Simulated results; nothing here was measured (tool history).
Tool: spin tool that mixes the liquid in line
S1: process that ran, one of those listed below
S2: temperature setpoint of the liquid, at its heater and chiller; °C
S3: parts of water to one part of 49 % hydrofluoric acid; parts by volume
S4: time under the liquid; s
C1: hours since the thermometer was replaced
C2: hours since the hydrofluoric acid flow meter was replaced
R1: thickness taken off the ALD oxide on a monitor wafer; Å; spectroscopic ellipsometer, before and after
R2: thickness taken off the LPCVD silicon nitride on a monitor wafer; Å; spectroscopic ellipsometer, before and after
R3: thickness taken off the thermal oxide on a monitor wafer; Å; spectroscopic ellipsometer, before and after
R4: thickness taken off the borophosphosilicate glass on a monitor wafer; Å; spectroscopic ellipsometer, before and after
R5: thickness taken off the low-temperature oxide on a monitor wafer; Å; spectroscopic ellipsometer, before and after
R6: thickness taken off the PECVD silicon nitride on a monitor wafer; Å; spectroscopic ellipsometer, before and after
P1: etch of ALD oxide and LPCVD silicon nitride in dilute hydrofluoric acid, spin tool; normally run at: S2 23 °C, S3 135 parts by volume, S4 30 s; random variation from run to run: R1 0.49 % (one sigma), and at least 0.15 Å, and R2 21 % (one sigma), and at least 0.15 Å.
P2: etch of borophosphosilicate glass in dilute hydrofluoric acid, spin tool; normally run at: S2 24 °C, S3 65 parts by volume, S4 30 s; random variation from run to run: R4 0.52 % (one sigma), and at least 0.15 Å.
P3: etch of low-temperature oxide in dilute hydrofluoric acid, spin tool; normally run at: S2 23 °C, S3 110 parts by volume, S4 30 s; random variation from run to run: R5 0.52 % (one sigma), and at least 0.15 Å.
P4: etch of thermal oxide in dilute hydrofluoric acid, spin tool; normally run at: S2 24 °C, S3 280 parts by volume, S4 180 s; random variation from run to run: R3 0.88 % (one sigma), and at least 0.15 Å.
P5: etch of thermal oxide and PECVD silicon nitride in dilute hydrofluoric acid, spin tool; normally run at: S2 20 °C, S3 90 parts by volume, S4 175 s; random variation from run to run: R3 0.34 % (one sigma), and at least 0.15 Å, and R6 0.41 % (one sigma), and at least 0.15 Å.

run,day,S1,S2,S3,S4,C1,C2,R1,R2,R3,R4,R5,R6
1,0.404,P1,23,135,30,702.3,1319.2,68.058,1.2957,,,,
2,0.729,P1,23,135,30,710.1,1327,68.272,1.1405,,,,
3,1.05,P4,24,280,290,717.8,1334.7,,,38.499,,,
4,1.308,P4,24,430,180,724,1340.9,,,13.655,,,
5,1.654,P2,24,65,55,732.3,1349.2,,,,419.67,,
6,1.912,P2,31.5,65,30,738.5,1355.4,,,,308.47,,
7,2.246,P3,23,110,30,746.5,1363.4,,,,,49.568,
8,2.475,P5,20,90,275,752,1368.9,,,127.52,,,117.28
9,2.696,P1,23,135,30,757.3,1374.2,68.57,1.7899,,,,
10,3.05,P5,20,90,175,765.8,1382.7,,,80.772,,,73.823
11,3.517,P1,17.5,135,30,777,1393.9,54.702,0.76474,,,,
12,3.854,P3,23,110,30,785.1,1402,,,,,49.427,
13,4.096,P1,23,180,60,790.9,1407.8,97.792,1.1701,,,,
14,4.317,P3,23,110,55,796.2,1413.1,,,,,90.389,
15,4.771,P1,23,135,30,807.1,1424,68.412,1.3164,,,,
16,5.25,P1,23,135,30,818.6,1435.5,68.774,1.2542,,,,
17,5.738,P5,20,90,175,830.3,1447.2,,,80.788,,,73.994
18,6.175,P1,23,85,30,840.8,1457.7,114.91,2.2787,,,,
19,6.508,P5,20,165,175,848.8,1465.7,,,40.797,,,41.029
20,6.779,P1,29,135,30,855.3,1472.2,85.795,1.9488,,,,
21,7.171,P1,23,135,15,864.7,1481.6,34.009,0.91085,,,,
22,7.425,P2,24,110,30,870.8,1487.7,,,,128.47,,
23,7.929,P5,27,90,175,882.9,1499.8,,,107.15,,,118.18
24,8.296,P3,18,110,30,891.7,1508.6,,,,,40.462,
25,8.642,P1,23,135,60,900,1516.9,137.66,3.2893,,,,
26,9.062,P3,23,190,30,910.1,1527,,,,,26.438,
27,9.354,P1,23,65,45,917.1,1534,231.41,2.468,,,,
28,9.754,P4,32.5,280,180,926.7,1543.6,,,31.684,,,
29,10.233,P1,23,220,30,938.2,1555.1,38.357,0.88086,,,,
30,10.708,P2,24,65,30,949.6,1566.5,,,,228.04,,
31,11.208,P4,24,280,180,961.6,1578.5,,,23.487,,,

Forecast run 32:
32,11.558,P1,23,135,30,970,1586.9,?,?,,,,

Run 32 gave R1 69.023 Å, R2 1.3912 Å.

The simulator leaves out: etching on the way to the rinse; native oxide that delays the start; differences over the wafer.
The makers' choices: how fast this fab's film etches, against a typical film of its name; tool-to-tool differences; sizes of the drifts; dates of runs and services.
